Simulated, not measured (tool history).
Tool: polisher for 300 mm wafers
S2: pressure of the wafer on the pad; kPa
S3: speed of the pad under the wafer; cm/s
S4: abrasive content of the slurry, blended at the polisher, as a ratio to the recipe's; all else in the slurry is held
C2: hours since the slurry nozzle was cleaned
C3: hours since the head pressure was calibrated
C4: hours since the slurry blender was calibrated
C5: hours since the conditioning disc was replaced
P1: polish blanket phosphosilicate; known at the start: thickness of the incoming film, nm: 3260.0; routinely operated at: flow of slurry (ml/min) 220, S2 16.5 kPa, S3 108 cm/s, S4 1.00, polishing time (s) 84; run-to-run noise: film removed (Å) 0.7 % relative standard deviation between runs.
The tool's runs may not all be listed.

run 1 hour=15.8 | flow_of_slurry_(ml/min)=220 S2=16.5 S3=108 S4=1.00 polishing_time_(s)=84 | wafers_polished_on_this_pad=446 C2=133.9 C3=777.9 C4=303.1 C5=143.7 | film_removed_(Å)=5744.7
run 2 hour=30.0 | flow_of_slurry_(ml/min)=220 S2=16.5 S3=108 S4=1.00 polishing_time_(s)=84 | wafers_polished_on_this_pad=603 C2=148.1 C3=792.1 C4=317.3 C5=157.9 | film_removed_(Å)=5790.3
run 3 hour=47.5 | flow_of_slurry_(ml/min)=220 S2=16.5 S3=108 S4=0.55 polishing_time_(s)=84 | wafers_polished_on_this_pad=797 C2=165.6 C3=809.6 C4=334.8 C5=175.4 | film_removed_(Å)=4201.8
run 4 hour=59.7 | flow_of_slurry_(ml/min)=220 S2=16.5 S3=108 S4=1.00 polishing_time_(s)=84 | wafers_polished_on_this_pad=932 C2=177.8 C3=821.8 C4=347.0 C5=187.6 | film_removed_(Å)=5706.6
run 5 hour=69.0 | flow_of_slurry_(ml/min)=220 S2=22.8 S3=108 S4=1.20 polishing_time_(s)=84 | wafers_polished_on_this_pad=1035 C2=187.1 C3=831.1 C4=356.3 C5=196.9 | film_removed_(Å)=8493.9
run 6 hour=80.4 | flow_of_slurry_(ml/min)=220 S2=10.3 S3=108 S4=1.00 polishing_time_(s)=84 | wafers_polished_on_this_pad=1161 C2=198.5 C3=842.5 C4=367.7 C5=208.3 | film_removed_(Å)=3548.0
run 7 hour=94.0 | flow_of_slurry_(ml/min)=220 S2=20.7 S3=108 S4=1.00 polishing_time_(s)=84 | wafers_polished_on_this_pad=1311 C2=212.1 C3=856.1 C4=381.3 C5=221.9 | film_removed_(Å)=7172.4
run 8 hour=106.6 | flow_of_slurry_(ml/min)=220 S2=16.5 S3=50 S4=1.00 polishing_time_(s)=84 | wafers_polished_on_this_pad=1451 C2=224.7 C3=868.7 C4=393.9 C5=234.5 | film_removed_(Å)=3137.4
run 9 hour=121.2 | flow_of_slurry_(ml/min)=220 S2=16.5 S3=108 S4=1.00 polishing_time_(s)=84 | wafers_polished_on_this_pad=1612 C2=239.3 C3=883.3 C4=408.5 C5=249.1 | film_removed_(Å)=5677.1
run 10 hour=137.0 | flow_of_slurry_(ml/min)=130 S2=16.5 S3=108 S4=1.00 polishing_time_(s)=84 | wafers_polished_on_this_pad=1787 C2=255.1 C3=899.1 C4=424.3 C5=264.9 | film_removed_(Å)=5204.5
run 11 hour=148.1 | flow_of_slurry_(ml/min)=220 S2=16.5 S3=166 S4=1.00 polishing_time_(s)=84 | wafers_polished_on_this_pad=1909 C2=266.2 C3=910.2 C4=435.4 C5=276.0 | film_removed_(Å)=8110.0
run 12 hour=159.8 | flow_of_slurry_(ml/min)=220 S2=16.5 S3=108 S4=1.00 polishing_time_(s)=43 | wafers_polished_on_this_pad=2039 C2=277.9 C3=921.9 C4=447.1 C5=287.7 | film_removed_(Å)=2949.0
run 13 hour=172.2 | flow_of_slurry_(ml/min)=220 S2=16.5 S3=108 S4=1.40 polishing_time_(s)=84 | wafers_polished_on_this_pad=2176 C2=290.3 C3=934.3 C4=459.5 C5=300.1 | film_removed_(Å)=6583.4
run 14 hour=182.8 | flow_of_slurry_(ml/min)=220 S2=16.5 S3=108 S4=1.00 polishing_time_(s)=84 | wafers_polished_on_this_pad=2293 C2=300.9 C3=944.9 C4=470.1 C5=310.7 | film_removed_(Å)=5713.5
run 15 hour=200.8 | flow_of_slurry_(ml/min)=330 S2=16.5 S3=108 S4=1.00 polishing_time_(s)=84 | wafers_polished_on_this_pad=2492 C2=318.9 C3=962.9 C4=488.1 C5=328.7 | film_removed_(Å)=5971.8
run 16 hour=213.6 | flow_of_slurry_(ml/min)=220 S2=16.5 S3=108 S4=1.00 polishing_time_(s)=84 | wafers_polished_on_this_pad=2634 C2=331.7 C3=975.7 C4=500.9 C5=341.5 | film_removed_(Å)=5745.1
run 17 hour=226.1 | flow_of_slurry_(ml/min)=220 S2=16.5 S3=108 S4=1.00 polishing_time_(s)=110 | wafers_polished_on_this_pad=2772 C2=344.2 C3=988.2 C4=513.4 C5=354.0 | film_removed_(Å)=7479.2
run 18 hour=241.1 | flow_of_slurry_(ml/min)=220 S2=16.5 S3=108 S4=1.00 polishing_time_(s)=84 | wafers_polished_on_this_pad=2938 C2=359.2 C3=1003.2 C4=528.4 C5=369.0 | film_removed_(Å)=5734.2
run 19 hour=255.7 | flow_of_slurry_(ml/min)=220 S2=16.5 S3=108 S4=1.00 polishing_time_(s)=84 | wafers_polished_on_this_pad=3099 C2=373.8 C3=1017.8 C4=543.0 C5=383.6 | film_removed_(Å)=5592.0
run 20 hour=268.6 | flow_of_slurry_(ml/min)=220 S2=16.5 S3=108 S4=1.00 polishing_time_(s)=84 | wafers_polished_on_this_pad=3242 C2=386.7 C3=1030.7 C4=555.9 C5=396.5 | film_removed_(Å)=5526.1
run 21 hour=284.2 | flow_of_slurry_(ml/min)=220 S2=16.5 S3=108 S4=1.00 polishing_time_(s)=84 | wafers_polished_on_this_pad=3414 C2=402.3 C3=1046.3 C4=571.5 C5=412.1 | film_removed_(Å)=5534.5
run 22 hour=302.0 | flow_of_slurry_(ml/min)=220 S2=16.5 S3=108 S4=1.00 polishing_time_(s)=84 | wafers_polished_on_this_pad=3611 C2=420.1 C3=1064.1 C4=589.3 C5=429.9 | film_removed_(Å)=5422.3
-- hour=306.5 worn pad replaced by a new one
run 23 hour=317.0 | flow_of_slurry_(ml/min)=220 S2=16.5 S3=108 S4=1.00 polishing_time_(s)=84 | wafers_polished_on_this_pad=116 C2=435.1 C3=1079.1 C4=604.3 C5=444.9 | film_removed_(Å)=5376.0
-- hour=329.9 conditioning disc replaced and pad reconditioned
run 24 hour=330.5 | flow_of_slurry_(ml/min)=220 S2=16.5 S3=108 S4=1.00 polishing_time_(s)=84 | wafers_polished_on_this_pad=265 C2=448.6 C3=1092.6 C4=617.8 C5=0.7 | film_removed_(Å)=5389.1
-- hour=337.4 head pressure recalibrated
run 25 hour=346.4 | flow_of_slurry_(ml/min)=220 S2=16.5 S3=108 S4=1.00 polishing_time_(s)=84 | wafers_polished_on_this_pad=441 C2=464.5 C3=9.1 C4=633.7 C5=16.6 | film_removed_(Å)=5364.7
run 26 hour=359.3 | flow_of_slurry_(ml/min)=220 S2=16.5 S3=108 S4=1.00 polishing_time_(s)=84 | wafers_polished_on_this_pad=584 C2=477.4 C3=22.0 C4=646.6 C5=29.5 | film_removed_(Å)=5313.8
run 27 hour=371.6 | flow_of_slurry_(ml/min)=220 S2=16.5 S3=108 S4=1.00 polishing_time_(s)=84 | wafers_polished_on_this_pad=720 C2=489.7 C3=34.3 C4=658.9 C5=41.8 | film_removed_(Å)=5355.1
run 28 hour=388.9 | flow_of_slurry_(ml/min)=220 S2=16.5 S3=108 S4=1.00 polishing_time_(s)=84 | wafers_polished_on_this_pad=911 C2=507.0 C3=51.6 C4=676.2 C5=59.1 | film_removed_(Å)=5384.6
run 29 hour=406.0 | flow_of_slurry_(ml/min)=220 S2=16.5 S3=108 S4=1.00 polishing_time_(s)=84 | wafers_polished_on_this_pad=1100 C2=524.1 C3=68.7 C4=693.3 C5=76.2 | film_removed_(Å)=5354.0

The log shows P1 creeping away from where it was. Any of the 2 causes listed here, at the size stated for it, fits the log just as well as the others:
A: slurry flow missing at the pad, % = 39.2
B: abrasive missing from the slurry, % = 14.8
Creep in the process output first set in at about hour 241.1.
What rules out each remaining cause:
removal rate lost through wear of the pad, %: serviced at hour 306.5, after the drift had started, without restoring the earlier output
head's pressure below its setpoint, %: serviced at hour 337.4, after the drift had started, without restoring the earlier output
time polished since the conditioner stopped cutting, s: serviced at hour 329.9, after the drift had started, without restoring the earlier output

Which of the 4 check runs listed below, each an average over 2 wafers with its results shown as question marks, gives clearly different results under the different listed causes?
run check 1 hour=423.1 | flow_of_slurry_(ml/min)=130 S2=16.5 S3=82 S4=1.00 polishing_time_(s)=84 | film_removed_(Å)=?
run check 2 hour=423.1 | flow_of_slurry_(ml/min)=220 S2=16.5 S3=140 S4=1.00 polishing_time_(s)=53 | film_removed_(Å)=?
run check 3 hour=423.1 | flow_of_slurry_(ml/min)=220 S2=16.5 S3=166 S4=1.00 polishing_time_(s)=84 | film_removed_(Å)=?
run check 4 hour=423.1 | flow_of_slurry_(ml/min)=220 S2=16.5 S3=160 S4=1.00 polishing_time_(s)=84 | film_removed_(Å)=?

Outcome of each check run for each possible cause:
check=check_1 result=film_removed_(Å) if_A=3748.6 if_B=3926.9
check=check_2 result=film_removed_(Å) if_A=4123.8 if_B=4123.8
check=check_3 result=film_removed_(Å) if_A=7490.0 if_B=7490.1
check=check_4 result=film_removed_(Å) if_A=7272.6 if_B=7272.7
Per check, the gap between the least separated pair of causes, taken in the result that splits them most: check 1 4.65 %; check 2 0 %; check 3 0 %; check 4 0 %
Only in check 1 would the causes give clearly different results; in the remaining checks their results would be nearly the same.

After running check 1, the following was obtained: film removed (Å) 3759.6. Which cause does this point to?

The correct cause is A, namely: slurry flow missing at the pad, %.

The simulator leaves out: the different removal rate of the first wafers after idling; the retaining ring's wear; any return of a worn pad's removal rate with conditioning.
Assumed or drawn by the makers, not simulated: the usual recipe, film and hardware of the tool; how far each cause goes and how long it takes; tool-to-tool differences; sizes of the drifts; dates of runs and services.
